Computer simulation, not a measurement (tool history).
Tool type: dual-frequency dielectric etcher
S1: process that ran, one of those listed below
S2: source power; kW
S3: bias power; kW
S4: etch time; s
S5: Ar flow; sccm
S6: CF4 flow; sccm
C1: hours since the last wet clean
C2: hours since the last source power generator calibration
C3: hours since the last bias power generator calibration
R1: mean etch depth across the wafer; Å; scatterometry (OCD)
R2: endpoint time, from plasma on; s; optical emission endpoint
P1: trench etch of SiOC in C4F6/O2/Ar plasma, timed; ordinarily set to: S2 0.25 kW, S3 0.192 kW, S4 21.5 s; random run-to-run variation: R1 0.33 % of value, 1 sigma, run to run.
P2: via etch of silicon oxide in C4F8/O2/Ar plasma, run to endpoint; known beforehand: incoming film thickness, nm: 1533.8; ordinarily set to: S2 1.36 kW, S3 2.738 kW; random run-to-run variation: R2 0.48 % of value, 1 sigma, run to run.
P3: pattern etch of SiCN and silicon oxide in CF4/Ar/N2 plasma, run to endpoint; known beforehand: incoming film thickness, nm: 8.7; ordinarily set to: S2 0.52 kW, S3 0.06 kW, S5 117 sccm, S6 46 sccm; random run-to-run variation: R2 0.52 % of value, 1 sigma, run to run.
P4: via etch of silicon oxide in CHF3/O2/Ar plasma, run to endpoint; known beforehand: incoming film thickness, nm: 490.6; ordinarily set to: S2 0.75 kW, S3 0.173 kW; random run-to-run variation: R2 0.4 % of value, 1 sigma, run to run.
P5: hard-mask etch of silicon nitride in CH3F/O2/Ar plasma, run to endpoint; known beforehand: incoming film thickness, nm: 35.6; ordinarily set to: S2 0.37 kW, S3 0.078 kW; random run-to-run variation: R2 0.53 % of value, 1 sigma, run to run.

run	hour	S1	S2	S3	S4	S5	S6	C1	C2	C3	R1	R2
1	5.3	P1	0.25	0.192	21.5			194.4	2661.6	1375	391.36	
2	9	P1	0.25	0.192	21.5			198.1	2665.3	1378.7	390.51	
3	15.5	P3	0.52	0.06		117	59	204.6	2671.8	1385.2		9.6901
4	20.5	P1	0.35	0.192	21.5			209.6	2676.8	1390.2	444.86	
5	24.7	P1	0.25	0.192	12			213.8	2681	1394.4	217.24	
6	32.3	P1	0.25	0.268	21.5			221.4	2688.6	1402	436.58	
7	39.8	P1	0.25	0.192	30			228.9	2696.1	1409.5	542.76	
8	46.8	P2	1.36	1.627				235.9	2703.1	1416.5		379.23
9	54.8	P2	0.86	2.738				243.9	2711.1	1424.5		385.15
10	63	P3	0.52	0.041		117	46	252.1	2719.3	1432.7		11.666
11	70.5	P1	0.25	0.192	21.5			259.6	2726.8	1440.2	389.77	
12	77.6	P4	0.75	0.173				266.7	2733.9	1447.3		238.21
13	83.2	P3	0.42	0.06		117	46	272.3	2739.5	1452.9		12.419
14	90.4	P3	0.52	0.06		117	46	279.5	2746.7	1460.1		10.199
15	96.4	P4	0.75	0.231				285.5	2752.7	1466.1		216.61
16	102.3	P2	1.36	2.738				291.4	2758.6	1472		324.88
17	107.6	P5	0.37	0.062				296.7	2763.9	1477.3		55.277
18	113.6	P1	0.25	0.145	21.5			302.7	2769.9	1483.3	358.15	
19	117.3	P5	0.37	0.078				306.4	2773.6	1487		51.28
20	122.8	P3	0.52	0.06		117	46	311.9	2779.1	1492.5		10.159
# hour 124.3: bias power generator calibrated
21	130.3	P1	0.25	0.258	15			319.4	2786.6	6	300.9	
22	135.8	P1	0.25	0.192	21.5			324.9	2792.1	11.5	391.59	
23	143.8	P1	0.25	0.192	21.5			332.9	2800.1	19.5	389.23	
24	149.9	P1	0.25	0.192	21.5			339	2806.2	25.6	391.72	
25	155.9	P3	0.52	0.06		72	46	345	2812.2	31.6		9.3303
26	162.5	P1	0.25	0.192	21.5			351.6	2818.8	38.2	390.95	
27	170	P1	0.15	0.192	21.5			359.1	2826.3	45.7	321.18	
28	178.3	P5	0.26	0.078				367.4	2834.6	54		58.622
29	182.1	P4	0.5	0.173				371.2	2838.4	57.8		280.66
30	188.8	P1	0.25	0.192	21.5			377.9	2845.1	64.5	389.96	
31	192.5	P1	0.25	0.192	21.5			381.6	2848.8	68.2	387.22	
32	197.5	P1	0.25	0.192	21.5			386.6	2853.8	73.2	387.84	
33	205	P1	0.25	0.192	21.5			394.1	2861.3	80.7	387.06	
# hour 210.9: wet clean of the chamber
34	211.6	P1	0.25	0.192	21.5			0.7	2867.9	87.3	385.68	
35	215.6	P1	0.25	0.192	21.5			4.7	2871.9	91.3	384.48	
36	223.2	P1	0.25	0.192	21.5			12.3	2879.5	98.9	383.16	
37	227.2	P1	0.25	0.192	21.5			16.3	2883.5	102.9	385.9	
38	231.8	P1	0.25	0.192	21.5			20.9	2888.1	107.5	385.21	
39	235.7	P1	0.25	0.192	21.5			24.8	2892	111.4	383.85	
40	243.2	P1	0.25	0.192	21.5			32.3	2899.5	118.9	385.06	

The output of P1 has drifted from where it used to be. Each of the 2 causes below, taken at the size shown beside it, accounts for the log equally well:
A: bias power that arrives under what is set, % = 4.85
B: source power that arrives under what is set, % = 4.19
The gradual shift began around hour 188.8.
Every other cause this tool's parts could produce, and why it does not fit the log:
chamber walls in a state that lowers the etch rate, %: serviced at hour 210.9, after the change had begun; the process did not return to its earlier output

Which of the 4 check runs listed below, each an average over 3 wafers with its results shown as question marks, gives clearly different results under the different listed causes?
check 1	250.7	P5	0.31	0.063								?
check 2	250.7	P3	0.52	0.06		78	46					?
check 3	250.7	P4	0.64	0.173								?
check 4	250.7	P2	0.96	2.153								?

How each check would come out, cause by cause:
check	result	if A	if B
check 1	R2	60.154	60.124
check 2	R2	9.6348	9.8452
check 3	R2	257.74	257.74
check 4	R2	405.1	405.75
Smallest distance between any two causes, each pair judged by its most separating result, in per cent: check 1 0.05 %; check 2 2.16 %; check 3 0 %; check 4 0.16 %
Only in check 2 would the causes give clearly different results; in the remaining checks their results would be nearly the same.

With check 2 done, the readings were: R2 9.911 s. Identify which of the listed causes applies.

The correct cause is B, namely: source power that arrives under what is set, %.
